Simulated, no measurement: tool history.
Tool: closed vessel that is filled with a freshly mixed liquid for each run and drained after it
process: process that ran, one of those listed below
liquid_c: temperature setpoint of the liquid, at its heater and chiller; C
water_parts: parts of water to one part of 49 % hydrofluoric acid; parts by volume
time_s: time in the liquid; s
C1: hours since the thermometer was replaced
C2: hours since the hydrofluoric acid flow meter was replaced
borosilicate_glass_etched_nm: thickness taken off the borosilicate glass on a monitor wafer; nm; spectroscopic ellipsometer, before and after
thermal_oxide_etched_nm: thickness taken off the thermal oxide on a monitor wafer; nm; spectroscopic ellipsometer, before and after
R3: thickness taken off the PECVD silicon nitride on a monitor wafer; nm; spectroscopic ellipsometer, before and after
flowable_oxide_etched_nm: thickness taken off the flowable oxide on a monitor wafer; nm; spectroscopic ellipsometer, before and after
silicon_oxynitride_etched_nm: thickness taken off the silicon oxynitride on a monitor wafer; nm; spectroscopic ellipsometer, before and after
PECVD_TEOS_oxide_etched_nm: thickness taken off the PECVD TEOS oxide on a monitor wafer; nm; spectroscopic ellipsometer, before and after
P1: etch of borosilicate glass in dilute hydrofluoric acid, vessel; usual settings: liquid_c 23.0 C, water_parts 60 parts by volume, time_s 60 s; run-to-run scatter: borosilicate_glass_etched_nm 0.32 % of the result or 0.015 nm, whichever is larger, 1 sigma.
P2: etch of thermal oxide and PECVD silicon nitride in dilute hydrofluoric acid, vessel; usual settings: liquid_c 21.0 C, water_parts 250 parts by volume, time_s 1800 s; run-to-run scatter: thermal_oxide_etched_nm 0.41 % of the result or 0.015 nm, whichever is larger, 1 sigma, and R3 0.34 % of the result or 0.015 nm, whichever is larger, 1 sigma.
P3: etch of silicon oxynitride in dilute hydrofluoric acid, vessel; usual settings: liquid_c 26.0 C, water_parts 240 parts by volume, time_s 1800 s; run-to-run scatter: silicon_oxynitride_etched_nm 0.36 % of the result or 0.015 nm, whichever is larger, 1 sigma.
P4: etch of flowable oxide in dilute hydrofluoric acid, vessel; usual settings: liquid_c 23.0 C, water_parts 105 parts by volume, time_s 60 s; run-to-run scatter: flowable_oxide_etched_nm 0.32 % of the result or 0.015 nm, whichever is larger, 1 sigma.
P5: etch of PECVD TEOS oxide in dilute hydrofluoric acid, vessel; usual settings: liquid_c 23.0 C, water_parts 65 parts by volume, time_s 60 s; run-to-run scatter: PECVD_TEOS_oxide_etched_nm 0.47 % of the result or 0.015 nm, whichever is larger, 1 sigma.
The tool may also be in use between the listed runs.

run 1 hour=5.0 | process=P1 liquid_c=23.0 water_parts=60 time_s=60 | C1=1544.7 C2=797.0 | borosilicate_glass_etched_nm=48.665
run 2 hour=11.3 | process=P2 liquid_c=21.0 water_parts=250 time_s=1800 | C1=1551.0 C2=803.3 | thermal_oxide_etched_nm=26.4310 R3=34.4360
run 3 hour=16.5 | process=P1 liquid_c=23.0 water_parts=30 time_s=100 | C1=1556.2 C2=808.5 | borosilicate_glass_etched_nm=168.140
run 4 hour=23.9 | process=P4 liquid_c=23.0 water_parts=25 time_s=60 | C1=1563.6 C2=815.9 | flowable_oxide_etched_nm=101.690
run 5 hour=31.8 | process=P2 liquid_c=21.0 water_parts=340 time_s=1800 | C1=1571.5 C2=823.8 | thermal_oxide_etched_nm=17.8840 R3=25.5130
run 6 hour=36.2 | process=P1 liquid_c=23.0 water_parts=60 time_s=60 | C1=1575.9 C2=828.2 | borosilicate_glass_etched_nm=48.606
run 7 hour=44.2 | process=P1 liquid_c=18.5 water_parts=60 time_s=60 | C1=1583.9 C2=836.2 | borosilicate_glass_etched_nm=40.204
run 8 hour=49.8 | process=P3 liquid_c=26.0 water_parts=80 time_s=1800 | C1=1589.5 C2=841.8 | silicon_oxynitride_etched_nm=118.480
run 9 hour=55.9 | process=P5 liquid_c=23.0 water_parts=65 time_s=60 | C1=1595.6 C2=847.9 | PECVD_TEOS_oxide_etched_nm=23.587
run 10 hour=61.6 | process=P1 liquid_c=23.0 water_parts=60 time_s=30 | C1=1601.3 C2=853.6 | borosilicate_glass_etched_nm=24.488
run 11 hour=67.7 | process=P1 liquid_c=23.0 water_parts=60 time_s=60 | C1=1607.4 C2=859.7 | borosilicate_glass_etched_nm=48.634
-- hour=69.4 hydrofluoric acid flow meter replaced
run 12 hour=72.3 | process=P1 liquid_c=23.0 water_parts=60 time_s=60 | C1=1612.0 C2=3.0 | borosilicate_glass_etched_nm=48.709
run 13 hour=76.5 | process=P1 liquid_c=23.0 water_parts=60 time_s=100 | C1=1616.2 C2=7.2 | borosilicate_glass_etched_nm=81.004
run 14 hour=81.0 | process=P1 liquid_c=23.0 water_parts=35 time_s=60 | C1=1620.7 C2=11.7 | borosilicate_glass_etched_nm=86.057
run 15 hour=87.1 | process=P2 liquid_c=21.0 water_parts=250 time_s=300 | C1=1626.8 C2=17.8 | thermal_oxide_etched_nm=4.4089 R3=5.8182
run 16 hour=94.0 | process=P3 liquid_c=26.0 water_parts=240 time_s=3585 | C1=1633.7 C2=24.7 | silicon_oxynitride_etched_nm=68.751
run 17 hour=101.3 | process=P1 liquid_c=23.0 water_parts=90 time_s=60 | C1=1641.0 C2=32.0 | borosilicate_glass_etched_nm=31.228
run 18 hour=108.1 | process=P2 liquid_c=21.0 water_parts=250 time_s=1800 | C1=1647.8 C2=38.8 | thermal_oxide_etched_nm=26.4380 R3=34.5390
run 19 hour=114.3 | process=P1 liquid_c=29.5 water_parts=60 time_s=95 | C1=1654.0 C2=45.0 | borosilicate_glass_etched_nm=100.210
run 20 hour=122.0 | process=P1 liquid_c=23.0 water_parts=60 time_s=60 | C1=1661.7 C2=52.7 | borosilicate_glass_etched_nm=48.339
run 21 hour=129.0 | process=P2 liquid_c=17.0 water_parts=250 time_s=1800 | C1=1668.7 C2=59.7 | thermal_oxide_etched_nm=22.7160 R3=26.6530
run 22 hour=135.4 | process=P1 liquid_c=23.0 water_parts=60 time_s=60 | C1=1675.1 C2=66.1 | borosilicate_glass_etched_nm=48.602
run 23 hour=139.9 | process=P5 liquid_c=23.0 water_parts=105 time_s=60 | C1=1679.6 C2=70.6 | PECVD_TEOS_oxide_etched_nm=14.073
run 24 hour=147.3 | process=P5 liquid_c=23.0 water_parts=65 time_s=30 | C1=1687.0 C2=78.0 | PECVD_TEOS_oxide_etched_nm=11.949
run 25 hour=153.9 | process=P3 liquid_c=18.5 water_parts=240 time_s=1800 | C1=1693.6 C2=84.6 | silicon_oxynitride_etched_nm=24.909
run 26 hour=159.7 | process=P3 liquid_c=26.0 water_parts=240 time_s=1800 | C1=1699.4 C2=90.4 | silicon_oxynitride_etched_nm=34.527
run 27 hour=164.4 | process=P4 liquid_c=17.5 water_parts=105 time_s=60 | C1=1704.1 C2=95.1 | flowable_oxide_etched_nm=17.553
run 28 hour=169.3 | process=P1 liquid_c=27.0 water_parts=60 time_s=60 | C1=1709.0 C2=100.0 | borosilicate_glass_etched_nm=57.149
run 29 hour=176.5 | process=P4 liquid_c=23.0 water_parts=105 time_s=60 | C1=1716.2 C2=107.2 | flowable_oxide_etched_nm=21.964
run 30 hour=182.7 | process=P4 liquid_c=23.0 water_parts=105 time_s=30 | C1=1722.4 C2=113.4 | flowable_oxide_etched_nm=11.012
run 31 hour=189.3 | process=P5 liquid_c=17.0 water_parts=65 time_s=60 | C1=1729.0 C2=120.0 | PECVD_TEOS_oxide_etched_nm=18.378
run 32 hour=195.0 | process=P1 liquid_c=23.0 water_parts=60 time_s=60 | C1=1734.7 C2=125.7 | borosilicate_glass_etched_nm=48.643
run 33 hour=202.6 | process=P1 liquid_c=23.0 water_parts=60 time_s=60 | C1=1742.3 C2=133.3 | borosilicate_glass_etched_nm=48.702
run 34 hour=206.4 | process=P1 liquid_c=23.0 water_parts=60 time_s=60 | C1=1746.1 C2=137.1 | borosilicate_glass_etched_nm=48.159
run 35 hour=211.0 | process=P1 liquid_c=23.0 water_parts=60 time_s=60 | C1=1750.7 C2=141.7 | borosilicate_glass_etched_nm=47.561
run 36 hour=219.1 | process=P1 liquid_c=23.0 water_parts=60 time_s=60 | C1=1758.8 C2=149.8 | borosilicate_glass_etched_nm=46.374
run 37 hour=223.2 | process=P1 liquid_c=23.0 water_parts=60 time_s=60 | C1=1762.9 C2=153.9 | borosilicate_glass_etched_nm=46.512
run 38 hour=231.2 | process=P1 liquid_c=23.0 water_parts=60 time_s=60 | C1=1770.9 C2=161.9 | borosilicate_glass_etched_nm=45.944
run 39 hour=237.8 | process=P1 liquid_c=23.0 water_parts=60 time_s=60 | C1=1777.5 C2=168.5 | borosilicate_glass_etched_nm=45.641
run 40 hour=242.2 | process=P1 liquid_c=23.0 water_parts=60 time_s=60 | C1=1781.9 C2=172.9 | borosilicate_glass_etched_nm=45.787
run 41 hour=249.2 | process=P1 liquid_c=23.0 water_parts=60 time_s=60 | C1=1788.9 C2=179.9 | borosilicate_glass_etched_nm=45.867
run 42 hour=255.7 | process=P1 liquid_c=23.0 water_parts=60 time_s=60 | C1=1795.4 C2=186.4 | borosilicate_glass_etched_nm=45.339
run 43 hour=261.6 | process=P1 liquid_c=23.0 water_parts=60 time_s=60 | C1=1801.3 C2=192.3 | borosilicate_glass_etched_nm=45.428
run 44 hour=267.2 | process=P1 liquid_c=23.0 water_parts=60 time_s=60 | C1=1806.9 C2=197.9 | borosilicate_glass_etched_nm=45.543

What P1 gives has crept away from where it was. These 2 causes fit the log equally well, each at the size given:
A: hydrofluoric acid flow below the setpoint (%) = 6.1
B: liquid colder than its thermometer reads (K) = 1.64
The creep began at about hour 202.6.

4 check runs are offered, one wafer each, their results left as question marks. Which one tells the causes apart?
run check 1 hour=272.8 | process=P5 liquid_c=17.0 water_parts=100 time_s=60 | PECVD_TEOS_oxide_etched_nm=?
run check 2 hour=272.8 | process=P2 liquid_c=21.0 water_parts=250 time_s=650 | thermal_oxide_etched_nm=? R3=?
run check 3 hour=272.8 | process=P4 liquid_c=23.0 water_parts=35 time_s=60 | flowable_oxide_etched_nm=?
run check 4 hour=272.8 | process=P3 liquid_c=20.0 water_parts=240 time_s=1800 | silicon_oxynitride_etched_nm=?

What each check would give under each cause:
check=check_1 result=PECVD_TEOS_oxide_etched_nm if_A=10.799 if_B=10.800
check=check_2 result=thermal_oxide_etched_nm if_A=8.8760 if_B=9.0274
check=check_2 result=R3 if_A=11.7420 if_B=11.2330
check=check_3 result=flowable_oxide_etched_nm if_A=67.254 if_B=67.022
check=check_4 result=silicon_oxynitride_etched_nm if_A=24.691 if_B=24.625
How far apart the two closest causes lie, in the result that separates them most: check 1 0 %; check 2 4.44 %; check 3 0.35 %; check 4 0.27 %
Check 2 tells the causes apart: in the others they would give nearly the same result.

Check 2 was then run and gave: thermal_oxide_etched_nm 9.0893 nm; R3 11.2000 nm. Which cause is it?

It is B: liquid colder than its thermometer reads (K).
